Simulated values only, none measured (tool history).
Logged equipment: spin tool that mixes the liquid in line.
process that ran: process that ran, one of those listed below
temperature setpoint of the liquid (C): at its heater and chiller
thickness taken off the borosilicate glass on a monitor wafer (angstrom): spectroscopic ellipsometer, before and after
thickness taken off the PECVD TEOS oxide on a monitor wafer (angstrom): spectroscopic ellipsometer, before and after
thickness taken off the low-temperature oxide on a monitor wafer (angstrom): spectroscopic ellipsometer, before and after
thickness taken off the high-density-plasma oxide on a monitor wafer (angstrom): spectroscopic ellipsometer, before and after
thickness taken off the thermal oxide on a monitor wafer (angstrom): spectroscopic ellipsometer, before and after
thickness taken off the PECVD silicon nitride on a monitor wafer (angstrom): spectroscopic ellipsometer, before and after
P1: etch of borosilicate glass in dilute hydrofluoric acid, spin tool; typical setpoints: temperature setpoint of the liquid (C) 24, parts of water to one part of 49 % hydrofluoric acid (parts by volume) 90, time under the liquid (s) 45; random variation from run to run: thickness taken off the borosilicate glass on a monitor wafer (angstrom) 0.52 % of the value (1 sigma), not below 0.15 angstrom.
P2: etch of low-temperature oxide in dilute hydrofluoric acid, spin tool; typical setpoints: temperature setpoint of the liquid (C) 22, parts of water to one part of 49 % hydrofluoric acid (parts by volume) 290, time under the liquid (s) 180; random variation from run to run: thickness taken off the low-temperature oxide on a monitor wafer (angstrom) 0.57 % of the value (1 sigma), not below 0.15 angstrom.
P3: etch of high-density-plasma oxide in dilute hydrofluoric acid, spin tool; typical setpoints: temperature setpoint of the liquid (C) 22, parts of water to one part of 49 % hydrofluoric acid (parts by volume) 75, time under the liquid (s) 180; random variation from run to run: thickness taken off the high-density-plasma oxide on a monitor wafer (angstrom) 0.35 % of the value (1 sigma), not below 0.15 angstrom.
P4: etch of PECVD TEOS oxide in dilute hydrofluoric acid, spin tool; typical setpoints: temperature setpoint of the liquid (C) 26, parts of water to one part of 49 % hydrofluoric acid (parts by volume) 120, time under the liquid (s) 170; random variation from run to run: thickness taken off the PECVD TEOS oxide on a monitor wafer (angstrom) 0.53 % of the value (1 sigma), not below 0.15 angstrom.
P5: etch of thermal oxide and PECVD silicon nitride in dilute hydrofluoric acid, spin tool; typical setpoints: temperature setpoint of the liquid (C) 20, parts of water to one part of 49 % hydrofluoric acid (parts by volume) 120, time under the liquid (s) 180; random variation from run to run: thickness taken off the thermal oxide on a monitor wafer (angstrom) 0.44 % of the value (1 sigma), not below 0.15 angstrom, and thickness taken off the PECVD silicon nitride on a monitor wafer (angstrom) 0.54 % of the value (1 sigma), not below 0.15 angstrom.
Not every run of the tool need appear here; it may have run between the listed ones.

run,hour,process that ran,temperature setpoint of the liquid (C),parts of water to one part of 49 % hydrofluoric acid (parts by volume),time under the liquid (s),hours since the thermometer was replaced,hours since the hydrofluoric acid flow meter was replaced,thickness taken off the borosilicate glass on a monitor wafer (angstrom),thickness taken off the PECVD TEOS oxide on a monitor wafer (angstrom),thickness taken off the low-temperature oxide on a monitor wafer (angstrom),thickness taken off the high-density-plasma oxide on a monitor wafer (angstrom),thickness taken off the thermal oxide on a monitor wafer (angstrom),thickness taken off the PECVD silicon nitride on a monitor wafer (angstrom)
1,11.8,P1,24,90,45,1888.3,514.5,196.58,,,,,
2,19.8,P4,30,120,170,1896.3,522.5,,262.29,,,,
3,27.5,P2,22,290,305,1904,530.2,,,168.9,,,
4,34.6,P3,22,75,320,1911.1,537.3,,,,327.29,,
5,43.3,P1,24,90,65,1919.8,546,282.87,,,,,
6,56.9,P1,24,90,45,1933.4,559.6,197.7,,,,,
7,64,P1,24,90,15,1940.5,566.7,64.823,,,,,
8,77.4,P3,22,75,180,1953.9,580.1,,,,184.3,,
# hour 86.7: hydrofluoric acid flow meter replaced
9,88.7,P3,22,75,180,1965.2,2.1,,,,184.72,,
10,99.9,P3,17,75,180,1976.4,13.3,,,,149.38,,
11,113.4,P1,17,90,45,1989.9,26.8,146.47,,,,,
12,125.2,P5,25.5,120,180,2001.7,38.6,,,,,72.578,82.992
13,137.7,P5,20,120,180,2014.2,51.1,,,,,58.993,57.733
14,147.1,P3,22,140,180,2023.6,60.5,,,,91.983,,
15,154.4,P1,28,90,45,2030.9,67.8,230.73,,,,,
16,164.5,P1,24,30,45,2041,77.9,634.83,,,,,
17,174.6,P1,30,45,45,2051.1,88,528.22,,,,,
18,183.6,P4,26,120,170,2060.1,97,,225.98,,,,
19,194.3,P1,24,90,45,2070.8,107.7,197.05,,,,,
20,203.1,P4,26,120,305,2079.6,116.5,,403.45,,,,
21,210,P1,24,90,45,2086.5,123.4,196.2,,,,,
22,216.6,P5,20,120,180,2093.1,130,,,,,58.568,57.25
23,225.6,P5,20,120,15,2102.1,139,,,,,4.9146,4.8234
24,233.5,P1,24,90,45,2110,146.9,195.03,,,,,
25,246.4,P4,26,120,170,2122.9,159.8,,224.03,,,,
26,253.5,P2,22,475,180,2130,166.9,,,51.002,,,

Run 27 has not been measured yet. What should we expect?
27,265.1,P5,20,185,180,2141.6,178.5,,,,,?,?

Logged for run 27: thickness taken off the thermal oxide on a monitor wafer (angstrom) 35.503, thickness taken off the PECVD silicon nitride on a monitor wafer (angstrom) 37.72.
